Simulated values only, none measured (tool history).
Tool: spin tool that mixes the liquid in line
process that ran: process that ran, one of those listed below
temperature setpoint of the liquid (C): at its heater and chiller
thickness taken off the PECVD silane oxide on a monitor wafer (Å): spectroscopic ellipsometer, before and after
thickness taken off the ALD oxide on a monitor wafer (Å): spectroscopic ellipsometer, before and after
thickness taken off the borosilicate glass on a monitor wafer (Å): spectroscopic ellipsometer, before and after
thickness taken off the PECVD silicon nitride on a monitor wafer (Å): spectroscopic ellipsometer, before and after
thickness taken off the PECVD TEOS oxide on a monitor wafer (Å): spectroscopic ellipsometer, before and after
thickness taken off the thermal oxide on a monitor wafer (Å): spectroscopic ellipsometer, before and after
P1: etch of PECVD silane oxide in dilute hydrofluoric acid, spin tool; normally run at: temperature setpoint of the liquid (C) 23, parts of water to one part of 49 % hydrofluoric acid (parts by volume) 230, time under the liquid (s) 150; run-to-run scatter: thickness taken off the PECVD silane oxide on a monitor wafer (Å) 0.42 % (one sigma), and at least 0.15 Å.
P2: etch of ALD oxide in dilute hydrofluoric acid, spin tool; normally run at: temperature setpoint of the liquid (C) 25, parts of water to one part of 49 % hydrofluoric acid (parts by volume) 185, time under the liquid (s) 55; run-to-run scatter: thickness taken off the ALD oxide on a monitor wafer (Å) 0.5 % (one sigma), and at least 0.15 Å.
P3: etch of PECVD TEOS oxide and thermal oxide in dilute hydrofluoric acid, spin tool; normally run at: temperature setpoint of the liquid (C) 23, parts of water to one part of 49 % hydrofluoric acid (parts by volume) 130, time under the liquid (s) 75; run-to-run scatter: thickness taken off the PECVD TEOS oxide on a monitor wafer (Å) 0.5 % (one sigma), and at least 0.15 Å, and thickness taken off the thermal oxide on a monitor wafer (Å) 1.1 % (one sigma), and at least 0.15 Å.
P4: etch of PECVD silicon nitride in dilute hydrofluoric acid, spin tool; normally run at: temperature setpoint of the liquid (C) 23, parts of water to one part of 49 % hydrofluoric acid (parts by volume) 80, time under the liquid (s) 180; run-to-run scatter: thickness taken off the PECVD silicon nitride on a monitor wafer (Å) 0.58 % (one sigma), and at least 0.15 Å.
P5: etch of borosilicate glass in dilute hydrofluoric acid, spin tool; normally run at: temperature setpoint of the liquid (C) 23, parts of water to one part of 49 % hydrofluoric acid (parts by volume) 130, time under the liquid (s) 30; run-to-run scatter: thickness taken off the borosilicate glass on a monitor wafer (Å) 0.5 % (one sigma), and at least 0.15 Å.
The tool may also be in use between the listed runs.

| run | hour | process that ran | temperature setpoint of the liquid (C) | parts of water to one part of 49 % hydrofluoric acid (parts by volume) | time under the liquid (s) | hours since the thermometer was replaced | hours since the hydrofluoric acid flow meter was replaced | thickness taken off the PECVD silane oxide on a monitor wafer (Å) | thickness taken off the ALD oxide on a monitor wafer (Å) | thickness taken off the borosilicate glass on a monitor wafer (Å) | thickness taken off the PECVD silicon nitride on a monitor wafer (Å) | thickness taken off the PECVD TEOS oxide on a monitor wafer (Å) | thickness taken off the thermal oxide on a monitor wafer (Å) |
|---|---|---|---|---|---|---|---|---|---|---|---|---|---|
| 1 | 8.7 | P1 | 23 | 230 | 150 | 197.4 | 122.6 | 172.84 |  |  |  |  |  |
| 2 | 22.1 | P2 | 25 | 185 | 90 | 210.8 | 136 |  | 96.632 |  |  |  |  |
| 3 | 36.3 | P1 | 23 | 230 | 50 | 225 | 150.2 | 57.37 |  |  |  |  |  |
| 4 | 47.4 | P5 | 23 | 130 | 30 | 236.1 | 161.3 |  |  | 75.124 |  |  |  |
| 5 | 57.5 | P1 | 23 | 230 | 150 | 246.2 | 171.4 | 172.37 |  |  |  |  |  |
| 6 | 65.3 | P1 | 26 | 320 | 150 | 254 | 179.2 | 125.68 |  |  |  |  |  |
| 7 | 76.2 | P1 | 23 | 230 | 275 | 264.9 | 190.1 | 313.02 |  |  |  |  |  |
| 8 | 90.7 | P4 | 23 | 135 | 180 | 279.4 | 204.6 |  |  |  | 28.219 |  |  |
| 9 | 103.6 | P4 | 23 | 80 | 180 | 292.3 | 217.5 |  |  |  | 47.351 |  |  |
| 10 | 112.7 | P1 | 17 | 230 | 150 | 301.4 | 226.6 | 136.97 |  |  |  |  |  |
| 11 | 125.8 | P1 | 23 | 55 | 150 | 314.5 | 239.7 | 872.5 |  |  |  |  |  |
| 12 | 135.2 | P4 | 18 | 80 | 180 | 323.9 | 249.1 |  |  |  | 34.146 |  |  |
| 13 | 147.6 | P4 | 23 | 80 | 355 | 336.3 | 261.5 |  |  |  | 93.782 |  |  |
| 14 | 158.3 | P5 | 23 | 200 | 30 | 347 | 272.2 |  |  | 45.992 |  |  |  |
| 15 | 167.7 | P1 | 23 | 320 | 150 | 356.4 | 281.6 | 113.84 |  |  |  |  |  |
| 16 | 181 | P1 | 23 | 380 | 290 | 369.7 | 294.9 | 174.34 |  |  |  |  |  |
| 17 | 189.8 | P1 | 23 | 230 | 150 | 378.5 | 303.7 | 171.54 |  |  |  |  |  |
| 18 | 202.4 | P3 | 23 | 130 | 75 | 391.1 | 316.3 |  |  |  |  | 60.231 | 24.626 |
| 19 | 209.8 | P2 | 25 | 90 | 55 | 398.5 | 323.7 |  | 135.43 |  |  |  |  |
| 20 | 219.4 | P2 | 31 | 185 | 55 | 408.1 | 333.3 |  | 72.838 |  |  |  |  |
| 21 | 231.7 | P1 | 28 | 230 | 150 | 420.4 | 345.6 | 205.12 |  |  |  |  |  |
| 22 | 241.5 | P5 | 17.5 | 130 | 30 | 430.2 | 355.4 |  |  | 60.674 |  |  |  |
| 23 | 247.9 | P3 | 23 | 130 | 25 | 436.6 | 361.8 |  |  |  |  | 20.212 | 8.2117 |
| 24 | 262.7 | P5 | 23 | 130 | 30 | 451.4 | 376.6 |  |  | 75.973 |  |  |  |
| 25 | 274.3 | P1 | 23 | 230 | 150 | 463 | 388.2 | 172.26 |  |  |  |  |  |
| 26 | 284 | P3 | 28 | 130 | 75 | 472.7 | 397.9 |  |  |  |  | 72.688 | 29.886 |
| 27 | 292.4 | P3 | 23 | 235 | 75 | 481.1 | 406.3 |  |  |  |  | 29.606 | 12.097 |
| 28 | 307.2 | P2 | 25 | 185 | 55 | 495.9 | 421.1 |  | 59.139 |  |  |  |  |
| 29 | 315 | P5 | 23 | 130 | 15 | 503.7 | 428.9 |  |  | 37.823 |  |  |  |
| 30 | 326.2 | P1 | 23 | 230 | 150 | 514.9 | 440.1 | 173.32 |  |  |  |  |  |
| 31 | 337.5 | P1 | 23 | 230 | 150 | 526.2 | 451.4 | 177.96 |  |  |  |  |  |
| 32 | 348.5 | P1 | 23 | 230 | 150 | 537.2 | 462.4 | 182.52 |  |  |  |  |  |
| 33 | 360.2 | P1 | 23 | 230 | 150 | 548.9 | 474.1 | 184.11 |  |  |  |  |  |
| 34 | 374 | P1 | 23 | 230 | 150 | 562.7 | 487.9 | 185.8 |  |  |  |  |  |
| 35 | 387.5 | P1 | 23 | 230 | 150 | 576.2 | 501.4 | 185.21 |  |  |  |  |  |
| 36 | 399.8 | P1 | 23 | 230 | 150 | 588.5 | 513.7 | 186.42 |  |  |  |  |  |

What P1 gives has crept away from where it was. These 2 causes fit the log equally well, each at the size given:
A: hydrofluoric acid flow above the setpoint (%) = 6.76
B: liquid hotter than its thermometer reads (K) = 2.22
The creep began at about hour 326.2.

4 check runs are offered, one wafer each, their results left as question marks. Which one tells the causes apart?
| check 1 | 412.1 | P3 | 28 | 130 | 75 |  |  |  |  |  |  | ? | ? |
| check 2 | 412.1 | P4 | 23 | 125 | 240 |  |  |  |  |  | ? |  |  |
| check 3 | 412.1 | P2 | 30.5 | 185 | 55 |  |  |  | ? |  |  |  |  |
| check 4 | 412.1 | P5 | 23 | 185 | 30 |  |  |  |  | ? |  |  |  |

What each check would give under each cause:
| check | result | if A | if B |
|---|---|---|---|
| check 1 | thickness taken off the PECVD TEOS oxide on a monitor wafer (Å) | 78.319 | 78.773 |
| check 1 | thickness taken off the thermal oxide on a monitor wafer (Å) | 32.32 | 32.508 |
| check 2 | thickness taken off the PECVD silicon nitride on a monitor wafer (Å) | 43.565 | 47.203 |
| check 3 | thickness taken off the ALD oxide on a monitor wafer (Å) | 77.73 | 77.415 |
| check 4 | thickness taken off the borosilicate glass on a monitor wafer (Å) | 54.162 | 54.421 |
How far apart the two closest causes lie, in the result that separates them most: check 1 0.58 %; check 2 8.02 %; check 3 0.41 %; check 4 0.48 %
Check 2 tells the causes apart: in the others they would give nearly the same result.

Then check 2 was run and gave: thickness taken off the PECVD silicon nitride on a monitor wafer (Å) 47.003. Which cause is it?

It is B: liquid hotter than its thermometer reads (K).
